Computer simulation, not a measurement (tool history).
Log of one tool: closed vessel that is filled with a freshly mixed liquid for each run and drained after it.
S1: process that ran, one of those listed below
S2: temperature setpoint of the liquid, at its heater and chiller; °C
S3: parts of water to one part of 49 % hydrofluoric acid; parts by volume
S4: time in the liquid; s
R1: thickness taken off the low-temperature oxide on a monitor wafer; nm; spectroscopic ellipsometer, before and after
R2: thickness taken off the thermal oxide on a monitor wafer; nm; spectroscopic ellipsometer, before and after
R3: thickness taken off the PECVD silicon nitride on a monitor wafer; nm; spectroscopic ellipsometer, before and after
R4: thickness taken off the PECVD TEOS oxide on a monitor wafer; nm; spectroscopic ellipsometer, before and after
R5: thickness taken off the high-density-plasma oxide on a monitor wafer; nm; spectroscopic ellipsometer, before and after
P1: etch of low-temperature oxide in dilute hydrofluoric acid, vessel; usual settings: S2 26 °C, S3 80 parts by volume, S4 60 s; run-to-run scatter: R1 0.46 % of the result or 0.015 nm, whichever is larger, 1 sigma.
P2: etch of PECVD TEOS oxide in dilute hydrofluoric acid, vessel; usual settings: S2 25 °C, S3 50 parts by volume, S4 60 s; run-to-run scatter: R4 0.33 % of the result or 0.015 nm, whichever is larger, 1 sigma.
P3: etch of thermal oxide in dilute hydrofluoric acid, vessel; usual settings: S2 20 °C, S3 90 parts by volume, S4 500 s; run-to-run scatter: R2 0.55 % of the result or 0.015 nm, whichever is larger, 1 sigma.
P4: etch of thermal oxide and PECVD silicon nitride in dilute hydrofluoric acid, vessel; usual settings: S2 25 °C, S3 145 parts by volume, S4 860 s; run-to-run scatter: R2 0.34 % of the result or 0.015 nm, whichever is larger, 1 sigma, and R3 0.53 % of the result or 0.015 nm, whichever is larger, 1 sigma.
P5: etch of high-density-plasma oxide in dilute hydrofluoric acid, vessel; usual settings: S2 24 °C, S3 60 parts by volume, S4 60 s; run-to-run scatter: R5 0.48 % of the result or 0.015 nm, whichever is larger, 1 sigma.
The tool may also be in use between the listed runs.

run,hour,S1,S2,S3,S4,R1,R2,R3,R4,R5
1,14.8,P1,26,80,60,19.299,,,,
2,25.7,P4,17.5,145,860,,20.076,6.5145,,
3,38.8,P3,20,35,500,,63.691,,,
4,53.4,P1,20.5,30,60,43.592,,,,
5,63.2,P2,25,50,60,,,,34.246,
6,72,P1,19.5,115,60,9.8534,,,,
7,81.5,P1,26,80,60,19.257,,,,
8,95.5,P1,26,80,30,9.722,,,,
9,106.7,P4,25,145,30,,0.9617,0.39927,,
10,120.9,P3,20,90,500,,23.352,,,
11,131.9,P2,25,80,60,,,,20.616,
12,138.6,P4,25,145,860,,27.06,10.745,,
13,145.5,P1,19.5,80,60,14.824,,,,
14,154.1,P3,17,90,500,,20.303,,,
15,164.3,P1,26,80,60,19.357,,,,
16,175.4,P4,25,145,860,,26.812,10.753,,
17,184,P2,21,50,60,,,,28.928,
18,196.1,P1,26,80,95,30.698,,,,
19,205,P5,17,60,60,,,,,3.9772
20,214.2,P5,24,60,120,,,,,10.646
21,221.9,P1,26,130,60,11.143,,,,
22,231.1,P1,26,80,60,19.259,,,,
23,238.3,P1,26,80,60,19.206,,,,
24,251.6,P1,26,80,60,19.29,,,,
25,264,P3,20,90,500,,22.969,,,
26,276.2,P5,24,60,60,,,,,5.3322
27,285.4,P2,25,50,30,,,,17.043,
28,297.6,P1,32,80,60,24.454,,,,
29,311.3,P4,25,35,860,,128.92,43.543,,
30,323.7,P1,33.5,80,30,12.86,,,,
31,331.9,P3,20,90,30,,1.4033,,,
32,342.1,P5,24,20,60,,,,,16.776
33,356.2,P1,26,30,60,54.784,,,,
34,363.8,P1,26,80,60,19.147,,,,
35,372,P1,26,80,60,18.878,,,,
36,381.7,P1,26,80,60,18.438,,,,
37,388.7,P1,26,80,60,18.291,,,,
38,395.3,P1,26,80,60,18.359,,,,
39,404.9,P1,26,80,60,18.117,,,,
40,412.7,P1,26,80,60,18.053,,,,
41,426.6,P1,26,80,60,17.863,,,,
42,435.2,P1,26,80,60,17.936,,,,
43,442.8,P1,26,80,60,17.951,,,,
44,454.9,P1,26,80,60,17.961,,,,
45,468.4,P1,26,80,60,17.86,,,,

What P1 gives has crept away from where it was. These 2 causes fit the log equally well, each at the size given:
A: hydrofluoric acid flow below the setpoint (%) = 6.84
B: liquid colder than its thermometer reads (K) = 1.98
The creep began at about hour 363.8.

4 check runs are offered, one wafer each, their results left as question marks. Which one tells the causes apart?
check 1,481.9,P5,18.5,60,80,,,,,?
check 2,481.9,P4,25,145,365,,?,?,,
check 3,481.9,P2,25,65,60,,,,?,
check 4,481.9,P3,17,90,190,,?,,,

What each check would give under each cause:
check,result,if A,if B
check 1,R5,5.2437,5.1953
check 2,R2,10.566,10.644
check 2,R3,4.2251,3.9887
check 3,R4,23.953,23.872
check 4,R2,7.16,7.1105
How far apart the two closest causes lie, in the result that separates them most: check 1 0.93 %; check 2 5.76 %; check 3 0.34 %; check 4 0.69 %
Check 2 tells the causes apart: in the others they would give nearly the same result.

Check 2 was then run and gave: R2 10.5 nm; R3 4.2494 nm. Which cause is it?

It is A: hydrofluoric acid flow below the setpoint (%).

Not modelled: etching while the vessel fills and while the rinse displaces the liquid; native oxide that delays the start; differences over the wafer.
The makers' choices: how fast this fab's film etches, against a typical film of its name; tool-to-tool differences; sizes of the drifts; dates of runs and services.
